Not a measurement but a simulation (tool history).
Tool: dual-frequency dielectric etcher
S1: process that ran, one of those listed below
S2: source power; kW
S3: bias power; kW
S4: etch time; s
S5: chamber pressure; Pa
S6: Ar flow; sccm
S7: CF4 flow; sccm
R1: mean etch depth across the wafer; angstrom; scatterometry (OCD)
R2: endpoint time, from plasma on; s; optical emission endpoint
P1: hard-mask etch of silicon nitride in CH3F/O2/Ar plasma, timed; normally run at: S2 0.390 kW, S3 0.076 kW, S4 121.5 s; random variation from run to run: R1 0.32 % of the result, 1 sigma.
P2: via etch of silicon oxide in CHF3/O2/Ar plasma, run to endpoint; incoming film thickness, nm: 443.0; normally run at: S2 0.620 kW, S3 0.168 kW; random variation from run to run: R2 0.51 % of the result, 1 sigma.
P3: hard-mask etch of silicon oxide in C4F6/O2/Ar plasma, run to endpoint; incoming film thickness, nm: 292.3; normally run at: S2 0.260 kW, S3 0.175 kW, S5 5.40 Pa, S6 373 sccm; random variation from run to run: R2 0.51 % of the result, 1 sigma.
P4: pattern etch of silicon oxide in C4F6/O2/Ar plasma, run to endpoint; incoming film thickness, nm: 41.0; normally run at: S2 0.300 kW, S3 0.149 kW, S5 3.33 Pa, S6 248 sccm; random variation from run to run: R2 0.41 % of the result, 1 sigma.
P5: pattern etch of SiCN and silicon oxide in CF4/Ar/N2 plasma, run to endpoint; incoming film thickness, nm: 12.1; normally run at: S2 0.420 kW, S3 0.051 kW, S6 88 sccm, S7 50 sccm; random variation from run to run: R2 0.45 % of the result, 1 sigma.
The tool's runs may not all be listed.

run	day	S1	S2	S3	S4	S5	S6	S7	R1	R2
1	0.258	P1	0.390	0.076	121.5				813.01	
2	0.442	P3	0.260	0.242		5.40	373			105.870
3	0.579	P3	0.260	0.175		5.40	442			121.200
4	0.821	P4	0.300	0.149		4.67	248			15.640
5	0.946	P1	0.390	0.076	87.5				584.85	
6	1.121	P1	0.390	0.076	121.5				810.19	
7	1.371	P1	0.290	0.076	121.5				727.35	
8	1.638	P2	0.830	0.168						196.620
9	1.904	P5	0.420	0.065			88	50		16.337
10	2.038	P1	0.390	0.090	121.5				860.94	
11	2.275	P2	0.620	0.168						221.840
12	2.533	P3	0.260	0.175		7.53	373			122.630
13	2.792	P1	0.390	0.076	121.5				810.75	
14	2.988	P2	0.620	0.168						220.740
15	3.125	P4	0.300	0.149		3.33	248			14.943
# day 3.179: wet clean of the chamber
# day 3.242: source power generator calibrated
16	3.342	P1	0.390	0.076	121.5				813.91	
17	3.562	P1	0.510	0.076	121.5				902.37	
18	3.746	P4	0.300	0.200		3.33	248			13.563
19	3.875	P5	0.580	0.051			88	50		13.307
20	4.000	P5	0.420	0.051			88	68		16.833
21	4.154	P3	0.260	0.175		5.40	373			119.080
22	4.346	P4	0.300	0.149		3.33	248			14.901
23	4.625	P1	0.390	0.076	121.5				810.85	
24	4.779	P1	0.250	0.076	150.0				847.31	
25	4.992	P1	0.390	0.060	121.5				749.54	

The next listed run, before its measurement:
26	5.233	P2	0.620	0.118						?

R2: 244.660 s
